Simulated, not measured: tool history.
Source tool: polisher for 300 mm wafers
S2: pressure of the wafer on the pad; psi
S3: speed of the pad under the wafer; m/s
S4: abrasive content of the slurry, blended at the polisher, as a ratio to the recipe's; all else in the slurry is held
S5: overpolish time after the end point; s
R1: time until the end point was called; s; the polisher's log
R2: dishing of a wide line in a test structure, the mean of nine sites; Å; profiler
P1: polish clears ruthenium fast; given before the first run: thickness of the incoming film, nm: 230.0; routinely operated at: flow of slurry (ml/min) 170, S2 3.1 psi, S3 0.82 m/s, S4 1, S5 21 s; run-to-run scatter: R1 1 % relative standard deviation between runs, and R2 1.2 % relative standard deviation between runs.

{"run": 1, "hour": 7.9, "flow of slurry (ml/min)": 170, "S2": 3.1, "S3": 0.82, "S4": 1, "S5": 21, "R1": 52.585, "R2": 608.05}
{"run": 2, "hour": 14.0, "flow of slurry (ml/min)": 170, "S2": 3.1, "S3": 0.82, "S4": 0.55, "S5": 21, "R1": 73.207, "R2": 488.46}
{"run": 3, "hour": 24.2, "flow of slurry (ml/min)": 170, "S2": 4.9, "S3": 0.82, "S4": 1, "S5": 21, "R1": 34.351, "R2": 819.19}
{"run": 4, "hour": 33.0, "flow of slurry (ml/min)": 170, "S2": 3.1, "S3": 0.82, "S4": 1, "S5": 21, "R1": 53.939, "R2": 621.72}
{"run": 5, "hour": 40.5, "flow of slurry (ml/min)": 170, "S2": 3.1, "S3": 1.16, "S4": 1, "S5": 21, "R1": 38.176, "R2": 785.42}
{"run": 6, "hour": 53.9, "flow of slurry (ml/min)": 170, "S2": 3.1, "S3": 0.82, "S4": 1, "S5": 6, "R1": 53.038, "R2": 221.3}
{"run": 7, "hour": 61.5, "flow of slurry (ml/min)": 170, "S2": 3.1, "S3": 0.82, "S4": 1, "S5": 21, "R1": 53.196, "R2": 612.78}
{"run": 8, "hour": 71.6, "flow of slurry (ml/min)": 170, "S2": 3.1, "S3": 0.82, "S4": 1, "S5": 40, "R1": 54.079, "R2": 900.2}
{"run": 9, "hour": 77.9, "flow of slurry (ml/min)": 170, "S2": 3.1, "S3": 0.82, "S4": 1, "S5": 21, "R1": 53.454, "R2": 621.19}
{"run": 10, "hour": 88.6, "flow of slurry (ml/min)": 170, "S2": 3.1, "S3": 0.82, "S4": 1, "S5": 21, "R1": 53.113, "R2": 624.62}
{"run": 11, "hour": 96.6, "flow of slurry (ml/min)": 170, "S2": 2.3, "S3": 0.82, "S4": 1, "S5": 21, "R1": 72.773, "R2": 500.06}
{"run": 12, "hour": 109.5, "flow of slurry (ml/min)": 170, "S2": 3.1, "S3": 0.36, "S4": 1, "S5": 21, "R1": 121.07, "R2": 316.5}
{"run": 13, "hour": 117.7, "flow of slurry (ml/min)": 170, "S2": 3.1, "S3": 0.82, "S4": 0.7, "S5": 35, "R1": 64.176, "R2": 761.81}
{"run": 14, "hour": 130.7, "flow of slurry (ml/min)": 170, "S2": 3.1, "S3": 0.82, "S4": 1.45, "S5": 21, "R1": 45.93, "R2": 660.38}
{"run": 15, "hour": 144.3, "flow of slurry (ml/min)": 245, "S2": 1.7, "S3": 0.82, "S4": 1, "S5": 21, "R1": 93.124, "R2": 407.89}
{"run": 16, "hour": 150.3, "flow of slurry (ml/min)": 105, "S2": 3.1, "S3": 0.82, "S4": 1, "S5": 21, "R1": 60.423, "R2": 570.07}
{"run": 17, "hour": 163.0, "flow of slurry (ml/min)": 170, "S2": 3.1, "S3": 0.82, "S4": 1, "S5": 21, "R1": 53.253, "R2": 608.08}
{"run": 18, "hour": 169.1, "flow of slurry (ml/min)": 260, "S2": 3.1, "S3": 0.82, "S4": 1, "S5": 21, "R1": 49.768, "R2": 627.06}
{"run": 19, "hour": 179.4, "flow of slurry (ml/min)": 230, "S2": 3.1, "S3": 0.82, "S4": 1.4, "S5": 21, "R1": 44.535, "R2": 688.49}
{"run": 20, "hour": 186.8, "flow of slurry (ml/min)": 170, "S2": 3.1, "S3": 0.82, "S4": 1, "S5": 21, "R1": 52.911, "R2": 607.89}
{"run": 21, "hour": 193.2, "flow of slurry (ml/min)": 170, "S2": 3.1, "S3": 0.82, "S4": 1, "S5": 21, "R1": 53.118, "R2": 613.13}
{"run": 22, "hour": 204.8, "flow of slurry (ml/min)": 170, "S2": 3.1, "S3": 0.82, "S4": 1, "S5": 21, "R1": 55.38, "R2": 591.47}
{"run": 23, "hour": 214.3, "flow of slurry (ml/min)": 170, "S2": 3.1, "S3": 0.82, "S4": 1, "S5": 21, "R1": 55.103, "R2": 593.9}
{"run": 24, "hour": 224.6, "flow of slurry (ml/min)": 170, "S2": 3.1, "S3": 0.82, "S4": 1, "S5": 21, "R1": 56.723, "R2": 596.48}
{"run": 25, "hour": 238.2, "flow of slurry (ml/min)": 170, "S2": 3.1, "S3": 0.82, "S4": 1, "S5": 21, "R1": 57.01, "R2": 586.32}
{"hour": 238.3, "done": "worn pad replaced by a new one"}
{"hour": 240.4, "done": "head pressure recalibrated"}
{"run": 26, "hour": 246.8, "flow of slurry (ml/min)": 170, "S2": 3.1, "S3": 0.82, "S4": 1, "S5": 21, "R1": 57.096, "R2": 589.83}
{"run": 27, "hour": 253.5, "flow of slurry (ml/min)": 170, "S2": 3.1, "S3": 0.82, "S4": 1, "S5": 21, "R1": 56.916, "R2": 586.98}
{"run": 28, "hour": 263.6, "flow of slurry (ml/min)": 170, "S2": 3.1, "S3": 0.82, "S4": 1, "S5": 21, "R1": 57.964, "R2": 581.39}
{"run": 29, "hour": 273.6, "flow of slurry (ml/min)": 170, "S2": 3.1, "S3": 0.82, "S4": 1, "S5": 21, "R1": 57.168, "R2": 576.51}
{"run": 30, "hour": 283.6, "flow of slurry (ml/min)": 170, "S2": 3.1, "S3": 0.82, "S4": 1, "S5": 21, "R1": 58.658, "R2": 589.61}

P1 no longer gives what it gave before; its output has crept away from where it was. The following 2 causes, each at its listed size, fit the log equally well:
A: slurry flow missing at the pad, % = 31.9
B: abrasive missing from the slurry, % = 13.9
The onset of the drift is placed at about hour 186.8.
Other possible causes, and why each is ruled out:
removal rate lost through wear of the pad, %: serviced at hour 238.3, after the change had begun; the process did not return to its earlier output
head's pressure below its setpoint, %: serviced at hour 240.4, after the change had begun; the process did not return to its earlier output

Each of the check runs listed below is run on 5 wafers and reports their average, with the results left as question marks. Pick the one under which the possible causes would lead to clearly different results.
{"run": "check 1", "hour": 293.6, "flow of slurry (ml/min)": 170, "S2": 3.1, "S3": 0.82, "S4": 1, "S5": 35, "R1": "?", "R2": "?"}
{"run": "check 2", "hour": 293.6, "flow of slurry (ml/min)": 235, "S2": 3.1, "S3": 0.82, "S4": 0.6, "S5": 21, "R1": "?", "R2": "?"}
{"run": "check 3", "hour": 293.6, "flow of slurry (ml/min)": 170, "S2": 3.1, "S3": 0.54, "S4": 1, "S5": 21, "R1": "?", "R2": "?"}
{"run": "check 4", "hour": 293.6, "flow of slurry (ml/min)": 170, "S2": 4.5, "S3": 0.82, "S4": 1, "S5": 21, "R1": "?", "R2": "?"}

What every check run would give for each of its results, assuming each possible cause in turn:
check=check_1 result=R1 if_A=57.342 if_B=57.339
check=check_1 result=R2 if_A=816.45 if_B=816.48
check=check_2 result=R1 if_A=70.275 if_B=72.94
check=check_2 result=R2 if_A=501.76 if_B=487.48
check=check_3 result=R1 if_A=87.074 if_B=87.07
check=check_3 result=R2 if_A=423.37 if_B=423.39
check=check_4 result=R1 if_A=39.502 if_B=39.5
check=check_4 result=R2 if_A=751.62 if_B=751.65
Per-check spread between the two closest causes, in the result where they differ most: check 1 0 %; check 2 3.72 %; check 3 0 %; check 4 0 %
Check 2 distinguishes between the causes, while the remaining checks would return nearly the same result for all of them.

Then check 2 was run and gave: R1 69.938 s; R2 496.92 Å. Which cause is it?

The cause is A: slurry flow missing at the pad, %.
